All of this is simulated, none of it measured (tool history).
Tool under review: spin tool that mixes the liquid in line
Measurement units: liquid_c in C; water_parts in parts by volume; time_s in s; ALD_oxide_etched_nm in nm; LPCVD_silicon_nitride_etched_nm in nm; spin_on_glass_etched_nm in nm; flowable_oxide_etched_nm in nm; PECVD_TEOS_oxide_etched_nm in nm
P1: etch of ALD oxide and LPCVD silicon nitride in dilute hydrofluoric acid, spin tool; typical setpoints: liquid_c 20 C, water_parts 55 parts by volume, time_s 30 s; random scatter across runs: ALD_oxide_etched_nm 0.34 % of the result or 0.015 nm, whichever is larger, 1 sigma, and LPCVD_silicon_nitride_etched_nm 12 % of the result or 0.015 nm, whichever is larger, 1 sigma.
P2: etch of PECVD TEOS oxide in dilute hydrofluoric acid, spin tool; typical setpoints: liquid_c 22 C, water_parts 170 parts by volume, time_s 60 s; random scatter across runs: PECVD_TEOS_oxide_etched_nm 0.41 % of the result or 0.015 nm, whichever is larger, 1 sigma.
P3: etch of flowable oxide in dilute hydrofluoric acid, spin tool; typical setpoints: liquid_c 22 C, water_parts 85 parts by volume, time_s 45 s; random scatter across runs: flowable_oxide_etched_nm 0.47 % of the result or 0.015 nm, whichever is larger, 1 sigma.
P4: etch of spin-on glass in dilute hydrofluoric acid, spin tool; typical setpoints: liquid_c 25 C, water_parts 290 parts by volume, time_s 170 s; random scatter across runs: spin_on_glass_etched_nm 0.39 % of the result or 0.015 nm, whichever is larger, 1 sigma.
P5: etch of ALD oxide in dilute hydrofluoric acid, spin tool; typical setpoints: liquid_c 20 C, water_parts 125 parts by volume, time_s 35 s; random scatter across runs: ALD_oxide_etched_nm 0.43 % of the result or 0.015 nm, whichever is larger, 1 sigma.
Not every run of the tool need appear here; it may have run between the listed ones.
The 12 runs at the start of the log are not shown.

run,hour,process,liquid_c,water_parts,time_s,ALD_oxide_etched_nm,LPCVD_silicon_nitride_etched_nm,spin_on_glass_etched_nm,flowable_oxide_etched_nm,PECVD_TEOS_oxide_etched_nm
13,134.5,P5,27.5,125,35,6.0862,,,,
14,142.4,P3,22,85,45,,,,19.598,
15,150.2,P3,22,85,45,,,,19.402,
16,160.8,P1,20,55,15,7.5789,0.10426,,,
# hour 164.3: hydrofluoric acid flow meter replaced
17,167.4,P2,22,55,60,,,,,29.66
18,179.3,P4,19.5,290,170,,,19.479,,
19,193,P4,25,290,170,,,23.683,,
20,200.8,P1,17,55,30,13.322,0.12087,,,
21,207.9,P5,20,125,35,4.6149,,,,

Forecast run 22:
22,215.4,P5,20,125,55,?,,,,

{"run 22": {"ALD_oxide_etched_nm": 7.2}}
